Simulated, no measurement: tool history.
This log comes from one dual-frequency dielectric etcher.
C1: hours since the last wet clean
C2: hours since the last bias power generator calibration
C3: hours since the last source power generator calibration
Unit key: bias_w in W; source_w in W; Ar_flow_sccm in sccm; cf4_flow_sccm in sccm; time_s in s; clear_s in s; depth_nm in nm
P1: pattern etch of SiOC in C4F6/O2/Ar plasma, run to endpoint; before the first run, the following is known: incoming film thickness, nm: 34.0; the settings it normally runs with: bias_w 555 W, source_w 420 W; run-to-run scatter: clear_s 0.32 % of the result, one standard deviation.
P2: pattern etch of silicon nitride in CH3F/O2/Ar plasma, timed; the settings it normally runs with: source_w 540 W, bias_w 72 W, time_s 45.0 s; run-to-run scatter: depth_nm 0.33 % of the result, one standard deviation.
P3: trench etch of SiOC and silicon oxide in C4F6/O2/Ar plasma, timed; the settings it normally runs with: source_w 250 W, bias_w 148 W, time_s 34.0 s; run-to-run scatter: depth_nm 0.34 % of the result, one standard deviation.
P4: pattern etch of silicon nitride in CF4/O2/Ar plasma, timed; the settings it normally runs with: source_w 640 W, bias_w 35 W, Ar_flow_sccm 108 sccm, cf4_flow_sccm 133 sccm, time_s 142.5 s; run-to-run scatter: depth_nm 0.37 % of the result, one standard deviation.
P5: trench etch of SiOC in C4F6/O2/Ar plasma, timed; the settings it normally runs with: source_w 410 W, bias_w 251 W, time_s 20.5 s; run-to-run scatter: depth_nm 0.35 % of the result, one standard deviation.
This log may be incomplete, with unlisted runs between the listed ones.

Run 1, hour 3.9: process P1, bias_w 555 W, source_w 420 W; C1 107.6; C2 2074.6; C3 2473.3. Result: clear_s 10.3630 s.
Run 2, hour 9.3: process P4, bias_w 35 W, source_w 640 W, Ar_flow_sccm 108 sccm, cf4_flow_sccm 133 sccm, time_s 175.0 s; C1 113.0; C2 2080.0; C3 2478.7. Result: depth_nm 381.390 nm.
Run 3, hour 14.9: process P4, bias_w 35 W, source_w 640 W, Ar_flow_sccm 108 sccm, cf4_flow_sccm 133 sccm, time_s 142.5 s; C1 118.6; C2 2085.6; C3 2484.3. Result: depth_nm 311.530 nm.
Run 4, hour 19.0: process P1, bias_w 555 W, source_w 420 W; C1 122.7; C2 2089.7; C3 2488.4. Result: clear_s 10.2930 s.
Run 5, hour 24.0: process P3, bias_w 148 W, source_w 250 W, time_s 45.5 s; C1 127.7; C2 2094.7; C3 2493.4. Result: depth_nm 67.501 nm.
Run 6, hour 30.1: process P1, bias_w 708 W, source_w 520 W; C1 133.8; C2 2100.8; C3 2499.5. Result: clear_s 8.7262 s.
Run 7, hour 35.5: process P1, bias_w 555 W, source_w 420 W; C1 139.2; C2 2106.2; C3 2504.9. Result: clear_s 10.2990 s.
Run 8, hour 40.0: process P2, bias_w 72 W, source_w 770 W, time_s 45.0 s; C1 143.7; C2 2110.7; C3 2509.4. Result: depth_nm 39.716 nm.
Run 9, hour 46.6: process P1, bias_w 555 W, source_w 420 W; C1 150.3; C2 2117.3; C3 2516.0. Result: clear_s 10.4100 s.
Run 10, hour 53.0: process P2, bias_w 72 W, source_w 540 W, time_s 59.0 s; C1 156.7; C2 2123.7; C3 2522.4. Result: depth_nm 45.684 nm.
Run 11, hour 59.1: process P2, bias_w 72 W, source_w 540 W, time_s 45.0 s; C1 162.8; C2 2129.8; C3 2528.5. Result: depth_nm 34.684 nm.
At hour 60.7: wet clean of the chamber.
Run 12, hour 64.2: process P1, bias_w 555 W, source_w 530 W; C1 3.6; C2 2134.9; C3 2533.6. Result: clear_s 9.4932 s.
Run 13, hour 68.7: process P3, bias_w 95 W, source_w 250 W, time_s 34.0 s; C1 8.1; C2 2139.4; C3 2538.1. Result: depth_nm 44.355 nm.
Run 14, hour 72.6: process P1, bias_w 670 W, source_w 560 W; C1 12.0; C2 2143.3; C3 2542.0. Result: clear_s 8.6787 s.
Run 15, hour 76.2: process P4, bias_w 27 W, source_w 640 W, Ar_flow_sccm 108 sccm, cf4_flow_sccm 133 sccm, time_s 142.5 s; C1 15.6; C2 2146.9; C3 2545.6. Result: depth_nm 286.350 nm.
At hour 77.4: bias power generator calibrated.
Run 16, hour 79.2: process P1, bias_w 555 W, source_w 420 W; C1 18.6; C2 1.9; C3 2548.6. Result: clear_s 10.3570 s.
Run 17, hour 82.5: process P5, bias_w 251 W, source_w 530 W, time_s 20.5 s; C1 21.9; C2 5.2; C3 2551.9. Result: depth_nm 51.305 nm.
Run 18, hour 88.9: process P4, bias_w 35 W, source_w 760 W, Ar_flow_sccm 108 sccm, cf4_flow_sccm 133 sccm, time_s 142.5 s; C1 28.3; C2 11.6; C3 2558.3. Result: depth_nm 360.660 nm.
Run 19, hour 92.5: process P5, bias_w 251 W, source_w 410 W, time_s 16.0 s; C1 31.9; C2 15.2; C3 2561.9. Result: depth_nm 36.041 nm.
Run 20, hour 97.7: process P1, bias_w 719 W, source_w 420 W; C1 37.1; C2 20.4; C3 2567.1. Result: clear_s 9.3742 s.
Run 21, hour 101.0: process P2, bias_w 50 W, source_w 540 W, time_s 45.0 s; C1 40.4; C2 23.7; C3 2570.4. Result: depth_nm 31.087 nm.
Run 22, hour 103.9: process P4, bias_w 35 W, source_w 640 W, Ar_flow_sccm 75 sccm, cf4_flow_sccm 133 sccm, time_s 142.5 s; C1 43.3; C2 26.6; C3 2573.3. Result: depth_nm 326.170 nm.
Run 23, hour 107.3: process P1, bias_w 555 W, source_w 280 W; C1 46.7; C2 30.0; C3 2576.7. Result: clear_s 12.1050 s.
Run 24, hour 113.3: process P1, bias_w 358 W, source_w 300 W; C1 52.7; C2 36.0; C3 2582.7. Result: clear_s 13.7730 s.
At hour 118.2: source power generator calibrated.
Run 25, hour 118.8: process P5, bias_w 251 W, source_w 410 W, time_s 20.5 s; C1 58.2; C2 41.5; C3 0.7. Result: depth_nm 46.521 nm.
Run 26, hour 122.9: process P4, bias_w 35 W, source_w 640 W, Ar_flow_sccm 108 sccm, cf4_flow_sccm 79 sccm, time_s 142.5 s; C1 62.3; C2 45.6; C3 4.8. Result: depth_nm 288.070 nm.
Run 27, hour 128.9: process P3, bias_w 148 W, source_w 340 W, time_s 34.0 s; C1 68.3; C2 51.6; C3 10.8. Result: depth_nm 57.310 nm.
Run 28, hour 134.0: process P1, bias_w 359 W, source_w 420 W; C1 73.4; C2 56.7; C3 15.9. Result: clear_s 12.1660 s.
Run 29, hour 138.1: process P3, bias_w 148 W, source_w 250 W, time_s 34.0 s; C1 77.5; C2 60.8; C3 20.0. Result: depth_nm 50.559 nm.
Run 30, hour 141.5: process P4, bias_w 35 W, source_w 640 W, Ar_flow_sccm 108 sccm, cf4_flow_sccm 133 sccm, time_s 142.5 s; C1 80.9; C2 64.2; C3 23.4. Result: depth_nm 311.390 nm.
Run 31, hour 147.9: process P5, bias_w 150 W, source_w 410 W, time_s 20.5 s; C1 87.3; C2 70.6; C3 29.8. Result: depth_nm 39.200 nm.
Run 32, hour 153.1: process P2, bias_w 72 W, source_w 540 W, time_s 45.0 s; C1 92.5; C2 75.8; C3 35.0. Result: depth_nm 34.861 nm.
Run 33, hour 159.1: process P1, bias_w 555 W, source_w 420 W; C1 98.5; C2 81.8; C3 41.0. Result: clear_s 10.3620 s.
Run 34, hour 164.5: process P1, bias_w 555 W, source_w 420 W; C1 103.9; C2 87.2; C3 46.4. Result: clear_s 10.3720 s.
Run 35, hour 169.5: process P1, bias_w 555 W, source_w 420 W; C1 108.9; C2 92.2; C3 51.4. Result: clear_s 10.4170 s.
Run 36, hour 172.7: process P1, bias_w 555 W, source_w 420 W; C1 112.1; C2 95.4; C3 54.6. Result: clear_s 10.4870 s.
Run 37, hour 177.4: process P1, bias_w 555 W, source_w 420 W; C1 116.8; C2 100.1; C3 59.3. Result: clear_s 10.5090 s.
Run 38, hour 182.6: process P1, bias_w 555 W, source_w 420 W; C1 122.0; C2 105.3; C3 64.5. Result: clear_s 10.4850 s.
Run 39, hour 187.9: process P1, bias_w 555 W, source_w 420 W; C1 127.3; C2 110.6; C3 69.8. Result: clear_s 10.5300 s.
Run 40, hour 193.2: process P1, bias_w 555 W, source_w 420 W; C1 132.6; C2 115.9; C3 75.1. Result: clear_s 10.5170 s.
At hour 194.6: wet clean of the chamber.
Run 41, hour 199.1: process P1, bias_w 555 W, source_w 420 W; C1 4.6; C2 121.8; C3 81.0. Result: clear_s 10.6020 s.
Run 42, hour 205.4: process P1, bias_w 555 W, source_w 420 W; C1 10.9; C2 128.1; C3 87.3. Result: clear_s 10.5050 s.
Run 43, hour 209.6: process P1, bias_w 555 W, source_w 420 W; C1 15.1; C2 132.3; C3 91.5. Result: clear_s 10.5150 s.
Run 44, hour 215.4: process P1, bias_w 555 W, source_w 420 W; C1 20.9; C2 138.1; C3 97.3. Result: clear_s 10.5200 s.
Run 45, hour 220.6: process P1, bias_w 555 W, source_w 420 W; C1 26.1; C2 143.3; C3 102.5. Result: clear_s 10.5310 s.

The log shows P1 creeping away from where it was. Any of the 2 causes listed here, at the size stated for it, fits the log just as well as the others:
A: bias power that arrives under what is set, % = 4.13
B: source power that arrives under what is set, % = 4.23
Onset of the creep was near hour 164.5.
What rules out each remaining cause:
chamber walls in a state that lowers the etch rate, %: was serviced at hour 194.6, once the creep was under way, yet the earlier output never came back

Of the 4 check runs below, each run on 2 wafers with the results averaged and each result still a question mark, which one would tell the listed causes apart?
Run check 1, hour 225.8: process P3, bias_w 148 W, source_w 250 W, time_s 34.0 s. Result: depth_nm ?.
Run check 2, hour 225.8: process P4, bias_w 35 W, source_w 640 W, Ar_flow_sccm 108 sccm, cf4_flow_sccm 133 sccm, time_s 142.5 s. Result: depth_nm ?.
Run check 3, hour 225.8: process P5, bias_w 251 W, source_w 410 W, time_s 20.5 s. Result: depth_nm ?.
Run check 4, hour 225.8: process P2, bias_w 72 W, source_w 540 W, time_s 45.0 s. Result: depth_nm ?.

Check results expected under each cause:
  check    result     if A     if B
check 1  depth_nm   50.123   49.940
check 2  depth_nm  307.390  299.930
check 3  depth_nm   45.677   45.572
check 4  depth_nm   34.347   34.263
Per check, the gap between the least separated pair of causes, taken in the result that splits them most: check 1 0.36 %; check 2 2.46 %; check 3 0.23 %; check 4 0.25 %
Only check 2 tells the causes apart: in the others they would give nearly the same result.

After running check 2, the following was obtained: depth_nm 306.720 nm. Which cause does this point to?

It was cause A: bias power that arrives under what is set, %.

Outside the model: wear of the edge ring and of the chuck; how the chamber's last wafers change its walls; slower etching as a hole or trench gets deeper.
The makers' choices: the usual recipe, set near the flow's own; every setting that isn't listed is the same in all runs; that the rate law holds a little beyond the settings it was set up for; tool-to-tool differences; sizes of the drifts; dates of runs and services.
